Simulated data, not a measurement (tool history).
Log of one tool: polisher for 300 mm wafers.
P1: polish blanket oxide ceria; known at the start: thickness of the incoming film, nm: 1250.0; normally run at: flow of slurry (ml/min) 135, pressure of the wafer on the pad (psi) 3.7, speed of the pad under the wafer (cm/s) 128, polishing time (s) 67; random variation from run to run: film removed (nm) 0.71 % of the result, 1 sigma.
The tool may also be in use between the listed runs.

| run | hour | flow of slurry (ml/min) | pressure of the wafer on the pad (psi) | speed of the pad under the wafer (cm/s) | polishing time (s) | film removed (nm) |
|---|---|---|---|---|---|---|
| 1 | 8.8 | 135 | 3.7 | 128 | 67 | 446.77 |
| 2 | 19.6 | 135 | 3.7 | 78 | 67 | 275.23 |
| 3 | 27.5 | 135 | 3.7 | 128 | 67 | 445.89 |
| 4 | 40.1 | 135 | 4.7 | 168 | 67 | 748.80 |
| 5 | 51.2 | 135 | 3.7 | 128 | 67 | 454.38 |
| 6 | 58.8 | 135 | 2.3 | 128 | 67 | 278.51 |
| 7 | 72.0 | 135 | 3.7 | 128 | 105 | 708.55 |
| 8 | 79.7 | 175 | 3.7 | 78 | 67 | 284.94 |
| 9 | 96.1 | 80 | 3.7 | 182 | 67 | 560.76 |
| 10 | 108.0 | 135 | 3.7 | 128 | 67 | 450.12 |
| 11 | 116.1 | 135 | 5.5 | 128 | 67 | 668.42 |
| 12 | 128.6 | 200 | 3.7 | 128 | 67 | 480.28 |
| 13 | 140.1 | 85 | 3.7 | 128 | 67 | 405.77 |
| 14 | 147.3 | 135 | 3.7 | 170 | 67 | 598.38 |
| 15 | 154.9 | 135 | 3.7 | 128 | 42 | 278.92 |
| 16 | 166.1 | 135 | 3.7 | 128 | 67 | 450.93 |
| 17 | 179.6 | 135 | 3.7 | 128 | 67 | 452.97 |

The next listed run, before its measurement:
| 18 | 194.6 | 135 | 3.7 | 128 | 67 | ? |

film removed (nm): 435.82
